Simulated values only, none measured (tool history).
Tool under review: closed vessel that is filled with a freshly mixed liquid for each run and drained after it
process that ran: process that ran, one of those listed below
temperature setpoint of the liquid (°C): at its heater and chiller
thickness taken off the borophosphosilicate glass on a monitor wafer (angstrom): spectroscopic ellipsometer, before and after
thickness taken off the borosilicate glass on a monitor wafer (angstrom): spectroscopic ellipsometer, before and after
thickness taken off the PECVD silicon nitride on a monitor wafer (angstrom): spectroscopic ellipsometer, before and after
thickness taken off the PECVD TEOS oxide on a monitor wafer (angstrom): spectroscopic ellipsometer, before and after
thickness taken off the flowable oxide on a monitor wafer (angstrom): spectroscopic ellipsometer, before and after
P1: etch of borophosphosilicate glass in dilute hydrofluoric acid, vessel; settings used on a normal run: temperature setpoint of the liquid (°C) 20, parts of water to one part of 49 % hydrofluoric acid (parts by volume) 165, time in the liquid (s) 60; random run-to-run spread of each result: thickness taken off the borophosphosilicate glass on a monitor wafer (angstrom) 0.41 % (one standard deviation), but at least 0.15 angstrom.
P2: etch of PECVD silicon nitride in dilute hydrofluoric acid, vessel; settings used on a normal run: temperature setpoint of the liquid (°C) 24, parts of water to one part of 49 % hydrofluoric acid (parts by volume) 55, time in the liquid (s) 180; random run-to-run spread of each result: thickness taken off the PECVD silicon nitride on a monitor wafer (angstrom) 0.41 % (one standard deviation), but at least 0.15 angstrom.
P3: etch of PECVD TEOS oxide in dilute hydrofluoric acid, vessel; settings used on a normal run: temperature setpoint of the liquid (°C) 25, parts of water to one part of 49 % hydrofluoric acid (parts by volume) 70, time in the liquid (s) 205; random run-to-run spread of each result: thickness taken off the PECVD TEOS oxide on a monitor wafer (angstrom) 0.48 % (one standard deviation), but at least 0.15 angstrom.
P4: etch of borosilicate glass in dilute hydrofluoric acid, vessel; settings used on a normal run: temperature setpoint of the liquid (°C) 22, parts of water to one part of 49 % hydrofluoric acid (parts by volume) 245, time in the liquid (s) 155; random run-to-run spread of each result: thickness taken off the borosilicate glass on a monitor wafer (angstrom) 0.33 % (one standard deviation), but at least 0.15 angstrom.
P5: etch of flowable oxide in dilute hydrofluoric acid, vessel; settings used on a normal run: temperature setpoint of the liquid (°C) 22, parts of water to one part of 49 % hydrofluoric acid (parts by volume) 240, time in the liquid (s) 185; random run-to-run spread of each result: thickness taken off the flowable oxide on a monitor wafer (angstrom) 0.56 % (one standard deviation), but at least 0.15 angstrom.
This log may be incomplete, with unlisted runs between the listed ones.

| run | hour | process that ran | temperature setpoint of the liquid (°C) | parts of water to one part of 49 % hydrofluoric acid (parts by volume) | time in the liquid (s) | hours since the thermometer was replaced | hours since the hydrofluoric acid flow meter was replaced | thickness taken off the borophosphosilicate glass on a monitor wafer (angstrom) | thickness taken off the borosilicate glass on a monitor wafer (angstrom) | thickness taken off the PECVD silicon nitride on a monitor wafer (angstrom) | thickness taken off the PECVD TEOS oxide on a monitor wafer (angstrom) | thickness taken off the flowable oxide on a monitor wafer (angstrom) |
|---|---|---|---|---|---|---|---|---|---|---|---|---|
| 1 | 6.3 | P1 | 20 | 165 | 60 | 628.9 | 1640.3 | 131.88 |  |  |  |  |
| 2 | 13 | P4 | 17 | 245 | 155 | 635.6 | 1647 |  | 151.98 |  |  |  |
| 3 | 16.7 | P1 | 20 | 165 | 30 | 639.3 | 1650.7 | 65.346 |  |  |  |  |
| 4 | 23.5 | P1 | 20 | 275 | 60 | 646.1 | 1657.5 | 70.761 |  |  |  |  |
| 5 | 28.8 | P4 | 22 | 340 | 155 | 651.4 | 1662.8 |  | 120.81 |  |  |  |
| 6 | 36.6 | P2 | 24 | 20 | 180 | 659.2 | 1670.6 |  |  | 261.94 |  |  |
| 7 | 42.8 | P2 | 24 | 55 | 350 | 665.4 | 1676.8 |  |  | 189.09 |  |  |
| 8 | 50.3 | P1 | 20 | 165 | 60 | 672.9 | 1684.3 | 130.6 |  |  |  |  |
| 9 | 53.9 | P4 | 22 | 245 | 155 | 676.5 | 1687.9 |  | 182.94 |  |  |  |
| 10 | 61.3 | P1 | 24 | 165 | 60 | 683.9 | 1695.3 | 152.93 |  |  |  |  |
| 11 | 65.9 | P1 | 17 | 165 | 60 | 688.5 | 1699.9 | 114.85 |  |  |  |  |
| 12 | 72.5 | P3 | 25 | 70 | 345 | 695.1 | 1706.5 |  |  |  | 470.8 |  |
| 13 | 80.4 | P1 | 20 | 165 | 60 | 703 | 1714.4 | 130.19 |  |  |  |  |
| 14 | 88.6 | P2 | 31 | 55 | 180 | 711.2 | 1722.6 |  |  | 153.57 |  |  |
| 15 | 93.3 | P2 | 24 | 55 | 180 | 715.9 | 1727.3 |  |  | 97.349 |  |  |
| 16 | 99.3 | P3 | 32 | 70 | 205 | 721.9 | 1733.3 |  |  |  | 369.56 |  |
| 17 | 104.4 | P5 | 22 | 95 | 185 | 727 | 1738.4 |  |  |  |  | 964.13 |
| 18 | 111.2 | P1 | 20 | 165 | 60 | 733.8 | 1745.2 | 130.73 |  |  |  |  |
| 19 | 116.4 | P1 | 20 | 165 | 60 | 739 | 1750.4 | 130.64 |  |  |  |  |
| 20 | 120.7 | P1 | 20 | 270 | 115 | 743.3 | 1754.7 | 138.32 |  |  |  |  |
| 21 | 124.4 | P5 | 22 | 240 | 30 | 747 | 1758.4 |  |  |  |  | 53.604 |
| 22 | 132.1 | P1 | 20 | 165 | 100 | 754.7 | 1766.1 | 217.66 |  |  |  |  |
| 23 | 138.8 | P4 | 22 | 245 | 155 | 761.4 | 1772.8 |  | 182.76 |  |  |  |
| 24 | 144.1 | P5 | 22 | 240 | 185 | 766.7 | 1778.1 |  |  |  |  | 327.19 |
| 25 | 149.9 | P1 | 20 | 165 | 60 | 772.5 | 1783.9 | 130.21 |  |  |  |  |
| 26 | 154 | P4 | 22 | 245 | 30 | 776.6 | 1788 |  | 35.549 |  |  |  |
| 27 | 160.5 | P1 | 20 | 95 | 60 | 783.1 | 1794.5 | 244.19 |  |  |  |  |
| 28 | 165.1 | P3 | 25 | 105 | 205 | 787.7 | 1799.1 |  |  |  | 179.83 |  |
| 29 | 170.1 | P5 | 17 | 240 | 185 | 792.7 | 1804.1 |  |  |  |  | 272.45 |
| 30 | 174.9 | P3 | 25 | 70 | 205 | 797.5 | 1808.9 |  |  |  | 281.7 |  |
| 31 | 180.5 | P1 | 20 | 165 | 60 | 803.1 | 1814.5 | 130.8 |  |  |  |  |
| 32 | 184.1 | P1 | 20 | 165 | 60 | 806.7 | 1818.1 | 130.07 |  |  |  |  |
| 33 | 191.2 | P1 | 20 | 165 | 60 | 813.8 | 1825.2 | 126.91 |  |  |  |  |
| 34 | 198 | P1 | 20 | 165 | 60 | 820.6 | 1832 | 124.37 |  |  |  |  |
| 35 | 205.2 | P1 | 20 | 165 | 60 | 827.8 | 1839.2 | 122.57 |  |  |  |  |
| 36 | 210.9 | P1 | 20 | 165 | 60 | 833.5 | 1844.9 | 121.32 |  |  |  |  |
| 37 | 216.5 | P1 | 20 | 165 | 60 | 839.1 | 1850.5 | 120.18 |  |  |  |  |
| 38 | 223 | P1 | 20 | 165 | 60 | 845.6 | 1857 | 119.34 |  |  |  |  |
| 39 | 229 | P1 | 20 | 165 | 60 | 851.6 | 1863 | 119.75 |  |  |  |  |
| 40 | 235.4 | P1 | 20 | 165 | 60 | 858 | 1869.4 | 120 |  |  |  |  |
| 41 | 241.2 | P1 | 20 | 165 | 60 | 863.8 | 1875.2 | 118.23 |  |  |  |  |
| 42 | 248.6 | P1 | 20 | 165 | 60 | 871.2 | 1882.6 | 118.55 |  |  |  |  |
| 43 | 256 | P1 | 20 | 165 | 60 | 878.6 | 1890 | 119.02 |  |  |  |  |

The output of P1 has drifted from where it used to be. Each of the 2 causes below, taken at the size shown beside it, accounts for the log equally well:
A: hydrofluoric acid flow below the setpoint (%) = 7.75
B: liquid colder than its thermometer reads (K) = 2.38
At approximately hour 184.1, the process output began to creep.

Question marks stand in for the results of the 4 check runs listed below, each run on one wafer. Under which run would the listed causes show clearly different results?
| check 1 | 263.4 | P2 | 28.5 | 55 | 265 |  |  |  |  | ? |  |  |
| check 2 | 263.4 | P5 | 17 | 240 | 185 |  |  |  |  |  |  | ? |
| check 3 | 263.4 | P3 | 31 | 70 | 330 |  |  |  |  |  | ? |  |
| check 4 | 263.4 | P4 | 17 | 245 | 40 |  |  |  | ? |  |  |  |

Expected result of each check under each candidate cause:
| check | result | if A | if B |
|---|---|---|---|
| check 1 | thickness taken off the PECVD silicon nitride on a monitor wafer (angstrom) | 178.85 | 165.7 |
| check 2 | thickness taken off the flowable oxide on a monitor wafer (angstrom) | 245.63 | 246.62 |
| check 3 | thickness taken off the PECVD TEOS oxide on a monitor wafer (angstrom) | 524.35 | 523.18 |
| check 4 | thickness taken off the borosilicate glass on a monitor wafer (angstrom) | 35.492 | 35.654 |
Distance between the nearest two causes, measured in the result of the check that separates them most: check 1 7.64 %; check 2 0.4 %; check 3 0.22 %; check 4 0.46 %
Check 1 is the one run that separates the causes; every other check would come out nearly the same whichever cause is at work.

Check 1 has now been run. It gave: thickness taken off the PECVD silicon nitride on a monitor wafer (angstrom) 166.9. Which of the candidate causes is it?

Of the candidate causes, it is B: liquid colder than its thermometer reads (K).

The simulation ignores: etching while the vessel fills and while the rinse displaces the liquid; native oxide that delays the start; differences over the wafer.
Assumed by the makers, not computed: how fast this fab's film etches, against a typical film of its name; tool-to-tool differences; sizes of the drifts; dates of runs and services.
